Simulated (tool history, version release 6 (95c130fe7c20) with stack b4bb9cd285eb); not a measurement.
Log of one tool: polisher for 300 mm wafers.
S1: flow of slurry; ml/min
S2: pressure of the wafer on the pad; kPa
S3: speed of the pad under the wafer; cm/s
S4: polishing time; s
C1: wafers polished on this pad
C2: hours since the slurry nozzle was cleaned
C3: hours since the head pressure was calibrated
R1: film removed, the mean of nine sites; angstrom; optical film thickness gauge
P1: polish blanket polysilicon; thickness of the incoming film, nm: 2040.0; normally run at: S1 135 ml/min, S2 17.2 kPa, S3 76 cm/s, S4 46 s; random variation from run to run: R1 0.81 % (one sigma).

run 1 hour=3.4 | S1=135 S2=17.2 S3=76 S4=46 | C1=421 C2=340.9 C3=430.3 | R1=2831.3
run 2 hour=10.5 | S1=185 S2=17.2 S3=76 S4=46 | C1=517 C2=348 C3=437.4 | R1=2974.7
run 3 hour=13.8 | S1=135 S2=17.2 S3=76 S4=66 | C1=562 C2=351.3 C3=440.7 | R1=4094.1
run 4 hour=20.5 | S1=135 S2=17.2 S3=76 S4=46 | C1=652 C2=358 C3=447.4 | R1=2835.7
run 5 hour=27.2 | S1=135 S2=17.2 S3=76 S4=46 | C1=742 C2=364.7 C3=454.1 | R1=2818.8
run 6 hour=30.5 | S1=135 S2=17.2 S3=76 S4=46 | C1=787 C2=368 C3=457.4 | R1=2816
run 7 hour=35.5 | S1=80 S2=17.2 S3=76 S4=46 | C1=855 C2=373 C3=462.4 | R1=2493.6
run 8 hour=40.8 | S1=135 S2=17.2 S3=76 S4=46 | C1=926 C2=378.3 C3=467.7 | R1=2832.8
run 9 hour=47.5 | S1=135 S2=17.2 S3=34 S4=46 | C1=1017 C2=385 C3=474.4 | R1=1279.1
run 10 hour=53.8 | S1=135 S2=7.6 S3=76 S4=46 | C1=1102 C2=391.3 C3=480.7 | R1=1224.2
run 11 hour=60.6 | S1=135 S2=17.2 S3=76 S4=29 | C1=1193 C2=398.1 C3=487.5 | R1=1789.9
-- hour=64.9 head pressure recalibrated
run 12 hour=66.2 | S1=90 S2=17.2 S3=76 S4=30 | C1=1269 C2=403.7 C3=1.4 | R1=1718.8
run 13 hour=73.4 | S1=190 S2=17.2 S3=104 S4=46 | C1=1366 C2=410.9 C3=8.6 | R1=4075.5
run 14 hour=77.3 | S1=135 S2=24.8 S3=76 S4=46 | C1=1419 C2=414.8 C3=12.5 | R1=4072.2
run 15 hour=80.9 | S1=135 S2=17.2 S3=110 S4=46 | C1=1467 C2=418.4 C3=16.1 | R1=4136.6
run 16 hour=85.1 | S1=135 S2=17.2 S3=76 S4=46 | C1=1524 C2=422.6 C3=20.3 | R1=2825.4
run 17 hour=89.5 | S1=135 S2=17.2 S3=76 S4=46 | C1=1584 C2=427 C3=24.7 | R1=2771.7
run 18 hour=96.6 | S1=135 S2=17.2 S3=76 S4=46 | C1=1679 C2=434.1 C3=31.8 | R1=2680
run 19 hour=100.6 | S1=135 S2=17.2 S3=76 S4=46 | C1=1733 C2=438.1 C3=35.8 | R1=2634.4
run 20 hour=105.3 | S1=135 S2=17.2 S3=76 S4=46 | C1=1797 C2=442.8 C3=40.5 | R1=2614.3
-- hour=108.8 head pressure recalibrated
run 21 hour=111.2 | S1=135 S2=17.2 S3=76 S4=46 | C1=1877 C2=448.7 C3=2.4 | R1=2635.4
run 22 hour=116.8 | S1=135 S2=17.2 S3=76 S4=46 | C1=1952 C2=454.3 C3=8 | R1=2640.8
run 23 hour=122.8 | S1=135 S2=17.2 S3=76 S4=46 | C1=2033 C2=460.3 C3=14 | R1=2602.7
run 24 hour=129.2 | S1=135 S2=17.2 S3=76 S4=46 | C1=2120 C2=466.7 C3=20.4 | R1=2624.7

What P1 gives has crept away from where it was. These 2 causes fit the log equally well, each at the size given:
A: slurry flow missing at the pad, % = 29.3
B: removal rate lost through wear of the pad, % = 7.45
The creep began at about hour 85.1.
Why every other cause is out:
head's pressure below its setpoint, %: serviced at hour 108.8, which brought nothing back

4 check runs are offered, each on 2 wafers whose results are averaged, their results left as question marks. Which one tells the causes apart?
run check 1 hour=135.6 | S1=80 S2=17.2 S3=76 S4=46 | R1=?
run check 2 hour=135.6 | S1=135 S2=7.6 S3=96 S4=46 | R1=?
run check 3 hour=135.6 | S1=135 S2=17.2 S3=52 S4=46 | R1=?
run check 4 hour=135.6 | S1=135 S2=17.2 S3=102 S4=46 | R1=?

What each check would give under each cause:
check=check_1 result=R1 if_A=2216.9 if_B=2316.6
check=check_2 result=R1 if_A=1461.7 if_B=1461.5
check=check_3 result=R1 if_A=1799.5 if_B=1799.2
check=check_4 result=R1 if_A=3529.7 if_B=3529.2
How far apart the two closest causes lie, in the result that separates them most: check 1 4.4 %; check 2 0.01 %; check 3 0.01 %; check 4 0.01 %
Only check 1 tells the causes apart: in the others they would give nearly the same result.

Check 1 was then run and gave: R1 2319.6 angstrom. Which cause is it?

It is B: removal rate lost through wear of the pad, %.
